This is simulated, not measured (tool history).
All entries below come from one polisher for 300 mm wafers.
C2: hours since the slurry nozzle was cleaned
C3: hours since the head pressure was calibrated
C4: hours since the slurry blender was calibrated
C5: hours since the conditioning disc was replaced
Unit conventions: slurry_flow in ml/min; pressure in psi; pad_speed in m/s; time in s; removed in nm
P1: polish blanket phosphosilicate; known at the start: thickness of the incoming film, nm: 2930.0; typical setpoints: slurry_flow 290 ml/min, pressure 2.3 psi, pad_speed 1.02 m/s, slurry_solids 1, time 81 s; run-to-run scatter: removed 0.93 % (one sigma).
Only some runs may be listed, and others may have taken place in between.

{"run": 1, "day": 0.462, "slurry_flow": 290, "pressure": 2.3, "pad_speed": 1.02, "slurry_solids": 1, "time": 81, "wafers polished on this pad": 529, "C2": 176.5, "C3": 365.5, "C4": 132.5, "C5": 77.7, "removed": 608.41}
{"run": 2, "day": 0.788, "slurry_flow": 290, "pressure": 2.3, "pad_speed": 1.02, "slurry_solids": 1, "time": 36, "wafers polished on this pad": 613, "C2": 184.3, "C3": 373.3, "C4": 140.3, "C5": 85.5, "removed": 271.42}
{"run": 3, "day": 1.162, "slurry_flow": 290, "pressure": 2.3, "pad_speed": 1.02, "slurry_solids": 1, "time": 81, "wafers polished on this pad": 711, "C2": 193.3, "C3": 382.3, "C4": 149.3, "C5": 94.5, "removed": 604.14}
{"run": 4, "day": 1.496, "slurry_flow": 290, "pressure": 3.5, "pad_speed": 1.02, "slurry_solids": 1, "time": 116, "wafers polished on this pad": 797, "C2": 201.3, "C3": 390.3, "C4": 157.3, "C5": 102.5, "removed": 1312.2}
{"run": 5, "day": 1.95, "slurry_flow": 290, "pressure": 1.4, "pad_speed": 1.02, "slurry_solids": 1, "time": 81, "wafers polished on this pad": 915, "C2": 212.2, "C3": 401.2, "C4": 168.2, "C5": 113.4, "removed": 359.13}
{"run": 6, "day": 2.358, "slurry_flow": 290, "pressure": 2.3, "pad_speed": 1.02, "slurry_solids": 1, "time": 81, "wafers polished on this pad": 1021, "C2": 222, "C3": 411, "C4": 178, "C5": 123.2, "removed": 600.82}
{"run": 7, "day": 2.767, "slurry_flow": 290, "pressure": 2.3, "pad_speed": 1.02, "slurry_solids": 1, "time": 118, "wafers polished on this pad": 1127, "C2": 231.8, "C3": 420.8, "C4": 187.8, "C5": 133, "removed": 868.89}
{"run": 8, "day": 3.217, "slurry_flow": 290, "pressure": 2.3, "pad_speed": 0.62, "slurry_solids": 1, "time": 81, "wafers polished on this pad": 1244, "C2": 242.6, "C3": 431.6, "C4": 198.6, "C5": 143.8, "removed": 407.88}
{"run": 9, "day": 3.775, "slurry_flow": 290, "pressure": 2.3, "pad_speed": 1.02, "slurry_solids": 1.3, "time": 81, "wafers polished on this pad": 1388, "C2": 256, "C3": 445, "C4": 212, "C5": 157.2, "removed": 692.83}
{"run": 10, "day": 4.083, "slurry_flow": 290, "pressure": 2.3, "pad_speed": 1.02, "slurry_solids": 1, "time": 81, "wafers polished on this pad": 1468, "C2": 263.4, "C3": 452.4, "C4": 219.4, "C5": 164.6, "removed": 605.27}
{"run": 11, "day": 4.504, "slurry_flow": 290, "pressure": 2.3, "pad_speed": 1.02, "slurry_solids": 1, "time": 81, "wafers polished on this pad": 1578, "C2": 273.5, "C3": 462.5, "C4": 229.5, "C5": 174.7, "removed": 606.17}
{"run": 12, "day": 4.871, "slurry_flow": 175, "pressure": 2.3, "pad_speed": 1.02, "slurry_solids": 1.4, "time": 81, "wafers polished on this pad": 1673, "C2": 282.3, "C3": 471.3, "C4": 238.3, "C5": 183.5, "removed": 659.79}
{"run": 13, "day": 5.292, "slurry_flow": 185, "pressure": 2.3, "pad_speed": 1.02, "slurry_solids": 1, "time": 81, "wafers polished on this pad": 1782, "C2": 292.4, "C3": 481.4, "C4": 248.4, "C5": 193.6, "removed": 579.87}
{"run": 14, "day": 5.808, "slurry_flow": 290, "pressure": 2.3, "pad_speed": 1.02, "slurry_solids": 0.55, "time": 81, "wafers polished on this pad": 1916, "C2": 304.8, "C3": 493.8, "C4": 260.8, "C5": 206, "removed": 441.52}
{"run": 15, "day": 6.083, "slurry_flow": 290, "pressure": 2.3, "pad_speed": 1.02, "slurry_solids": 1, "time": 81, "wafers polished on this pad": 1987, "C2": 311.4, "C3": 500.4, "C4": 267.4, "C5": 212.6, "removed": 613.07}
{"run": 16, "day": 6.525, "slurry_flow": 290, "pressure": 3.6, "pad_speed": 1.02, "slurry_solids": 1, "time": 81, "wafers polished on this pad": 2102, "C2": 322, "C3": 511, "C4": 278, "C5": 223.2, "removed": 949.43}
{"day": 6.908, "done": "conditioning disc replaced and pad reconditioned"}
{"run": 17, "day": 6.996, "slurry_flow": 395, "pressure": 2.3, "pad_speed": 1.02, "slurry_solids": 1, "time": 106, "wafers polished on this pad": 2224, "C2": 333.3, "C3": 522.3, "C4": 289.3, "C5": 2.1, "removed": 810.99}
{"run": 18, "day": 7.4, "slurry_flow": 290, "pressure": 2.3, "pad_speed": 1.3, "slurry_solids": 1, "time": 81, "wafers polished on this pad": 2329, "C2": 343, "C3": 532, "C4": 299, "C5": 11.8, "removed": 731.11}
{"run": 19, "day": 7.708, "slurry_flow": 445, "pressure": 2.3, "pad_speed": 1.02, "slurry_solids": 1, "time": 81, "wafers polished on this pad": 2409, "C2": 350.4, "C3": 539.4, "C4": 306.4, "C5": 19.2, "removed": 623.05}
{"run": 20, "day": 8.1, "slurry_flow": 290, "pressure": 2.3, "pad_speed": 1.02, "slurry_solids": 1, "time": 81, "wafers polished on this pad": 2510, "C2": 359.8, "C3": 548.8, "C4": 315.8, "C5": 28.6, "removed": 608.47}
{"run": 21, "day": 8.362, "slurry_flow": 290, "pressure": 2.3, "pad_speed": 1.02, "slurry_solids": 1, "time": 81, "wafers polished on this pad": 2578, "C2": 366.1, "C3": 555.1, "C4": 322.1, "C5": 34.9, "removed": 600.32}
{"run": 22, "day": 8.738, "slurry_flow": 290, "pressure": 2.3, "pad_speed": 1.02, "slurry_solids": 1, "time": 81, "wafers polished on this pad": 2676, "C2": 375.1, "C3": 564.1, "C4": 331.1, "C5": 43.9, "removed": 588.12}
{"run": 23, "day": 9.279, "slurry_flow": 290, "pressure": 2.3, "pad_speed": 1.02, "slurry_solids": 1, "time": 81, "wafers polished on this pad": 2816, "C2": 388.1, "C3": 577.1, "C4": 344.1, "C5": 56.9, "removed": 563.17}
{"run": 24, "day": 9.792, "slurry_flow": 290, "pressure": 2.3, "pad_speed": 1.02, "slurry_solids": 1, "time": 81, "wafers polished on this pad": 2949, "C2": 400.4, "C3": 589.4, "C4": 356.4, "C5": 69.2, "removed": 555.51}
{"run": 25, "day": 10.171, "slurry_flow": 290, "pressure": 2.3, "pad_speed": 1.02, "slurry_solids": 1, "time": 81, "wafers polished on this pad": 3047, "C2": 409.5, "C3": 598.5, "C4": 365.5, "C5": 78.3, "removed": 558.92}
{"run": 26, "day": 10.479, "slurry_flow": 290, "pressure": 2.3, "pad_speed": 1.02, "slurry_solids": 1, "time": 81, "wafers polished on this pad": 3127, "C2": 416.9, "C3": 605.9, "C4": 372.9, "C5": 85.7, "removed": 536.89}
{"day": 10.512, "done": "conditioning disc replaced and pad reconditioned"}
{"day": 10.596, "done": "head pressure recalibrated"}
{"run": 27, "day": 10.958, "slurry_flow": 290, "pressure": 2.3, "pad_speed": 1.02, "slurry_solids": 1, "time": 81, "wafers polished on this pad": 3252, "C2": 428.4, "C3": 8.8, "C4": 384.4, "C5": 10.8, "removed": 546.95}
{"run": 28, "day": 11.454, "slurry_flow": 290, "pressure": 2.3, "pad_speed": 1.02, "slurry_solids": 1, "time": 81, "wafers polished on this pad": 3380, "C2": 440.3, "C3": 20.7, "C4": 396.3, "C5": 22.7, "removed": 535.68}
{"run": 29, "day": 11.9, "slurry_flow": 290, "pressure": 2.3, "pad_speed": 1.02, "slurry_solids": 1, "time": 81, "wafers polished on this pad": 3496, "C2": 451, "C3": 31.4, "C4": 407, "C5": 33.4, "removed": 532.77}
{"run": 30, "day": 12.171, "slurry_flow": 290, "pressure": 2.3, "pad_speed": 1.02, "slurry_solids": 1, "time": 81, "wafers polished on this pad": 3566, "C2": 457.5, "C3": 37.9, "C4": 413.5, "C5": 39.9, "removed": 534.93}
{"run": 31, "day": 12.688, "slurry_flow": 290, "pressure": 2.3, "pad_speed": 1.02, "slurry_solids": 1, "time": 81, "wafers polished on this pad": 3700, "C2": 469.9, "C3": 50.3, "C4": 425.9, "C5": 52.3, "removed": 534.69}

The output of P1 has drifted from where it used to be. Each of the 2 causes below, taken at the size shown beside it, accounts for the log equally well:
A: removal rate lost through wear of the pad, % = 12.1
B: abrasive missing from the slurry, % = 23.3
Creep in the process output first set in at about day 8.362.
What rules out each remaining cause:
slurry flow missing at the pad, %: capped at 40; at that size removed would change by -5.9 %, too little to explain the creep or opposite to it
head's pressure below its setpoint, %: serviced after onset, at day 10.596, with no recovery of the prior output
time polished since the conditioner stopped cutting, s: serviced after onset, at day 10.512, with no recovery of the prior output

Consider the 4 check runs below, whose results appear as question marks and each of which averages 5 wafers. Which one distinguishes the causes, in that each cause would give it a clearly different result?
{"run": "check 1", "day": 13.204, "slurry_flow": 290, "pressure": 2.3, "pad_speed": 1.02, "slurry_solids": 0.6, "time": 81, "removed": "?"}
{"run": "check 2", "day": 13.204, "slurry_flow": 290, "pressure": 2.3, "pad_speed": 0.68, "slurry_solids": 1, "time": 81, "removed": "?"}
{"run": "check 3", "day": 13.204, "slurry_flow": 390, "pressure": 2.3, "pad_speed": 1.02, "slurry_solids": 1, "time": 81, "removed": "?"}
{"run": "check 4", "day": 13.204, "slurry_flow": 290, "pressure": 2.9, "pad_speed": 0.68, "slurry_solids": 1, "time": 81, "removed": "?"}

Expected result of each check under each candidate cause:
check=check_1 result=removed if_A=409.08 if_B=395.53
check=check_2 result=removed if_A=385.38 if_B=385.23
check=check_3 result=removed if_A=545.94 if_B=545.74
check=check_4 result=removed if_A=485.91 if_B=485.73
Distance between the nearest two causes, measured in the result of the check that separates them most: check 1 3.37 %; check 2 0.04 %; check 3 0.04 %; check 4 0.04 %
Check 1 distinguishes between the causes, while the remaining checks would return nearly the same result for all of them.

Running check 1 produced the following: removed 396.41 nm. Which one of the listed causes fits?

It is B: abrasive missing from the slurry, %.

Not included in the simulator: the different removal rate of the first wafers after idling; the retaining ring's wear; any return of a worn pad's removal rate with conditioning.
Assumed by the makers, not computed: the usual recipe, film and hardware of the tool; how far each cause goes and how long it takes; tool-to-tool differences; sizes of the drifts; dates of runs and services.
